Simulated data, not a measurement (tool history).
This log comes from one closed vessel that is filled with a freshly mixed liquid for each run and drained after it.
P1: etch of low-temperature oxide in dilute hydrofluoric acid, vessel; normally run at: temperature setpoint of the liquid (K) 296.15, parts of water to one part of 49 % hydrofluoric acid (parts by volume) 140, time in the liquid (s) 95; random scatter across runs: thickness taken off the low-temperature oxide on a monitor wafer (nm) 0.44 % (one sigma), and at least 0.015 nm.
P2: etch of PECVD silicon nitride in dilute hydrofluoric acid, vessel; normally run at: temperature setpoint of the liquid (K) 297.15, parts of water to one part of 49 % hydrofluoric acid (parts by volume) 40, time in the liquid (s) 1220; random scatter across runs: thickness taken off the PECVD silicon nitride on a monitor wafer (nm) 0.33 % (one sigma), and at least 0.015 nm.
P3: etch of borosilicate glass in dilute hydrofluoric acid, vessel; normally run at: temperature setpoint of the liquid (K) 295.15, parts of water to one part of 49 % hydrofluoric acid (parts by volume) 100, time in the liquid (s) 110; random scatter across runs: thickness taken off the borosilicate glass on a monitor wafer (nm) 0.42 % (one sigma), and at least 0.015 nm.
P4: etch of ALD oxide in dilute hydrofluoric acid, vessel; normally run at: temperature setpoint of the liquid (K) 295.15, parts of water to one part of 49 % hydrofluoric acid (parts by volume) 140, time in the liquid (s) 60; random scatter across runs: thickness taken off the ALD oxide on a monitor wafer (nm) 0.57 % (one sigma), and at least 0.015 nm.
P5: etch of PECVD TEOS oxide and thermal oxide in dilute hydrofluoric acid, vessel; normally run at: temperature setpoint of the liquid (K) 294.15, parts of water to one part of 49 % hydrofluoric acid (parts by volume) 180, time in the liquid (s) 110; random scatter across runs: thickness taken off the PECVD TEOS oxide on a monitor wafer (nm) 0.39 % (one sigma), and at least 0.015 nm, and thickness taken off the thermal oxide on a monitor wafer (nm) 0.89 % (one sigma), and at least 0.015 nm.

run,day,process that ran,temperature setpoint of the liquid (K),parts of water to one part of 49 % hydrofluoric acid (parts by volume),time in the liquid (s),thickness taken off the low-temperature oxide on a monitor wafer (nm),thickness taken off the ALD oxide on a monitor wafer (nm),thickness taken off the PECVD silicon nitride on a monitor wafer (nm),thickness taken off the PECVD TEOS oxide on a monitor wafer (nm),thickness taken off the thermal oxide on a monitor wafer (nm),thickness taken off the borosilicate glass on a monitor wafer (nm)
1,0.375,P1,296.15,140,95,6.5824,,,,,
2,0.788,P4,295.15,140,110,,12.982,,,,
3,1.383,P2,297.15,55,1220,,,39.547,,,
4,1.992,P1,292.15,140,95,5.5986,,,,,
5,2.617,P4,295.15,200,60,,4.568,,,,
6,3.012,P4,290.15,140,60,,5.676,,,,
7,3.554,P1,302.65,140,95,8.4013,,,,,
8,3.858,P1,296.15,140,95,6.5422,,,,,
9,4.454,P1,290.15,140,50,2.7343,,,,,
10,4.933,P2,291.65,40,1220,,,36.952,,,
11,5.458,P1,296.15,55,95,18.5850,,,,,
12,6.129,P5,294.15,180,110,,,,13.833,2.3192,
13,6.638,P5,294.15,85,110,,,,32.527,5.4001,
14,7.129,P1,296.15,140,95,6.6104,,,,,
15,7.725,P3,295.15,100,110,,,,,,23.776
16,8.212,P1,291.65,85,95,9.5500,,,,,
17,8.583,P1,296.15,140,95,6.5223,,,,,
18,9.096,P3,295.15,100,180,,,,,,38.897
19,9.571,P4,295.15,140,60,,7.041,,,,
20,9.962,P1,296.15,140,95,6.5009,,,,,
21,10.642,P1,296.15,140,95,6.5614,,,,,
22,11.038,P2,297.15,40,1220,,,53.779,,,
23,11.542,P2,297.15,40,2180,,,97.016,,,
24,12.121,P3,295.15,165,110,,,,,,13.359
25,12.458,P5,294.15,180,110,,,,13.739,2.3014,
26,12.950,P1,296.15,140,150,10.3560,,,,,
27,13.475,P1,296.15,140,95,6.5601,,,,,
28,13.867,P1,296.15,140,55,3.7890,,,,,
29,14.492,P5,294.15,180,175,,,,21.911,3.6895,
30,14.983,P3,295.15,100,110,,,,,,23.741

Run 31 is up next; what results do you expect?
31,15.412,P2,297.15,40,1220,,,?,,,

Run 31 came out at thickness taken off the PECVD silicon nitride on a monitor wafer (nm) 54.141.

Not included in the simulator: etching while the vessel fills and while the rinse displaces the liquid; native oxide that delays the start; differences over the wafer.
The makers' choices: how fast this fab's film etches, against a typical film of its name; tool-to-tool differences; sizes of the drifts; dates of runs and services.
